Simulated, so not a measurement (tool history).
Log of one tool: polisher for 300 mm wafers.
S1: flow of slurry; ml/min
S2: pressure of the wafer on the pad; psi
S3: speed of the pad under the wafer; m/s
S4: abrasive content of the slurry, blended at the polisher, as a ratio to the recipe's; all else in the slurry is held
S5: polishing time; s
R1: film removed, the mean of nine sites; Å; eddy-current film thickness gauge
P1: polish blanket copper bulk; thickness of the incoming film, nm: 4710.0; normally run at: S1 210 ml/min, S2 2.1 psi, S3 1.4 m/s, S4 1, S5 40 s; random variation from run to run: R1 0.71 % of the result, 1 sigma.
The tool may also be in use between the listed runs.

run   hour   S1   S2    S3   S4  S5      R1
  1   14.7  210  2.1   1.4    1  40  4212.1
  2   29.9  280  2.1   1.4    1  40  4355.5
  3   38.3  210  2.1   1.4    1  40  4205.9
  4   53.9  210  2.1   1.4    1  40  4163.8
  5   66.4  125  2.1   1.4    1  40  3864.9
  6   81.9  210  2.1  1.76    1  40  5289.2
  7   96.5  210    3   1.4    1  40  5994.8
  8  106.8  210    1   1.4    1  40  1987.2
  9  117.7  210  2.1   1.4  1.5  40  4584.2
 10  130.8  210  2.1   1.4    1  18  1904.5
 11  142.1  210  2.1   1.4    1  40  4194.7
 12  151.8  210  2.1   1.4    1  40    4158
 13  167.2  210  2.1   1.4    1  40    4192
 14  178.2  210  2.1   1.4    1  59  6130.8
     181.4  -- slurry nozzle cleaned
 15  189.6  210  2.1   1.4  0.7  40  3921.8
 16  205.9  280  2.7   1.4    1  40  5548.5
 17  218.8  210  2.1  1.02    1  40  3046.2
 18  235.1  210  2.1   1.4    1  40  4218.9
 19  250.7  210  2.1   1.4    1  40  4067.7
 20  264.8  210  2.1   1.4    1  40  4011.6
 21    272  210  2.1   1.4    1  40  4065.5
     281.9  -- worn pad replaced by a new one
 22  285.8  210  2.1   1.4    1  40  4033.3
 23  301.5  210  2.1   1.4    1  40  3967.1
 24  312.1  210  2.1   1.4    1  40  4002.8
 25  321.6  210  2.1   1.4    1  40  3981.5
     322.3  -- head pressure recalibrated
 26  337.9  210  2.1   1.4    1  40  3945.1
 27  349.9  210  2.1   1.4    1  40  3904.5
 28  358.9  210  2.1   1.4    1  40  3928.4

What P1 gives has crept away from where it was. These 2 causes fit the log equally well, each at the size given:
A: slurry flow missing at the pad, % = 31.3
B: abrasive missing from the slurry, % = 23.7
The creep began at about hour 235.1.
Why every other cause is out:
removal rate lost through wear of the pad, %: serviced at hour 281.9, which brought nothing back
head's pressure below its setpoint, %: serviced at hour 322.3, which brought nothing back

4 check runs are offered, each on 3 wafers whose results are averaged, their results left as question marks. Which one tells the causes apart?
check 1  367.9  210  1.3  1.4     1  22   ?
check 2  367.9  210    1  1.4     1  29   ?
check 3  367.9  130  2.1  1.4     1  22   ?
check 4  367.9  210  2.1  1.1  1.45  40   ?

What each check would give under each cause:
  check  result    if A    if B
check 1      R1  1342.2  1342.2
check 2      R1    1361  1360.9
check 3      R1  1946.6  2008.2
check 4      R1    3360  3351.3
How far apart the two closest causes lie, in the result that separates them most: check 1 0 %; check 2 0 %; check 3 3.11 %; check 4 0.26 %
Only check 3 tells the causes apart: in the others they would give nearly the same result.

Check 3 was then run and gave: R1 1950.9 Å. Which cause is it?

It is A: slurry flow missing at the pad, %.

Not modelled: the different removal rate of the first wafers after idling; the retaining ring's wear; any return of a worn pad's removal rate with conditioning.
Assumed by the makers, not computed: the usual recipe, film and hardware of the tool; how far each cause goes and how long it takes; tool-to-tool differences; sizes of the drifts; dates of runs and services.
